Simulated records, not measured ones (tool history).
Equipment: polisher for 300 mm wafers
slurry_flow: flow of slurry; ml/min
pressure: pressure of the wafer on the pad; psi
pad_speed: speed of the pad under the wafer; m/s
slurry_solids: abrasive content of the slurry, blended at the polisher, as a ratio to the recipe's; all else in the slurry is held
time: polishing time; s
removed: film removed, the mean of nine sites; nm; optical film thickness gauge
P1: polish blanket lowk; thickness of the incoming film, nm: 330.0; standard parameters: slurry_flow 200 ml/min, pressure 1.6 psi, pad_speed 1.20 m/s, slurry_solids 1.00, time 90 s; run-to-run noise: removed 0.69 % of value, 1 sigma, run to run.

Run 1, hour 9.9: slurry_flow 200 ml/min, pressure 1.6 psi, pad_speed 1.20 m/s, slurry_solids 1.00, time 90 s. Result: removed 37.540 nm.
Run 2, hour 15.0: slurry_flow 200 ml/min, pressure 1.6 psi, pad_speed 1.20 m/s, slurry_solids 1.00, time 90 s. Result: removed 37.708 nm.
Run 3, hour 23.5: slurry_flow 200 ml/min, pressure 1.6 psi, pad_speed 1.52 m/s, slurry_solids 1.00, time 115 s. Result: removed 58.046 nm.
Run 4, hour 33.8: slurry_flow 200 ml/min, pressure 1.6 psi, pad_speed 1.20 m/s, slurry_solids 1.00, time 43 s. Result: removed 17.849 nm.
Run 5, hour 43.3: slurry_flow 130 ml/min, pressure 1.6 psi, pad_speed 1.20 m/s, slurry_solids 1.00, time 90 s. Result: removed 35.012 nm.
Run 6, hour 54.4: slurry_flow 200 ml/min, pressure 0.8 psi, pad_speed 1.20 m/s, slurry_solids 1.00, time 90 s. Result: removed 18.896 nm.
Run 7, hour 61.8: slurry_flow 200 ml/min, pressure 1.6 psi, pad_speed 1.20 m/s, slurry_solids 1.35, time 90 s. Result: removed 42.700 nm.
Run 8, hour 73.0: slurry_flow 200 ml/min, pressure 1.6 psi, pad_speed 0.54 m/s, slurry_solids 1.00, time 90 s. Result: removed 19.861 nm.
Run 9, hour 82.8: slurry_flow 200 ml/min, pressure 2.5 psi, pad_speed 1.20 m/s, slurry_solids 1.00, time 90 s. Result: removed 58.766 nm.
Run 10, hour 94.4: slurry_flow 200 ml/min, pressure 1.6 psi, pad_speed 1.20 m/s, slurry_solids 0.50, time 90 s. Result: removed 25.792 nm.
Run 11, hour 104.7: slurry_flow 270 ml/min, pressure 1.6 psi, pad_speed 1.20 m/s, slurry_solids 1.00, time 90 s. Result: removed 39.155 nm.
Run 12, hour 113.7: slurry_flow 200 ml/min, pressure 1.6 psi, pad_speed 1.20 m/s, slurry_solids 1.00, time 141 s. Result: removed 58.727 nm.
Run 13, hour 119.0: slurry_flow 200 ml/min, pressure 1.6 psi, pad_speed 1.82 m/s, slurry_solids 1.00, time 90 s. Result: removed 52.697 nm.
At hour 119.6: worn pad replaced by a new one.
Run 14, hour 128.4: slurry_flow 300 ml/min, pressure 1.2 psi, pad_speed 1.20 m/s, slurry_solids 1.00, time 90 s. Result: removed 29.638 nm.

The next listed run, before its measurement:
Run 15, hour 137.1: slurry_flow 200 ml/min, pressure 1.6 psi, pad_speed 1.20 m/s, slurry_solids 0.75, time 61 s. Result: removed ?.

{"run 15": {"removed": 21.873}}
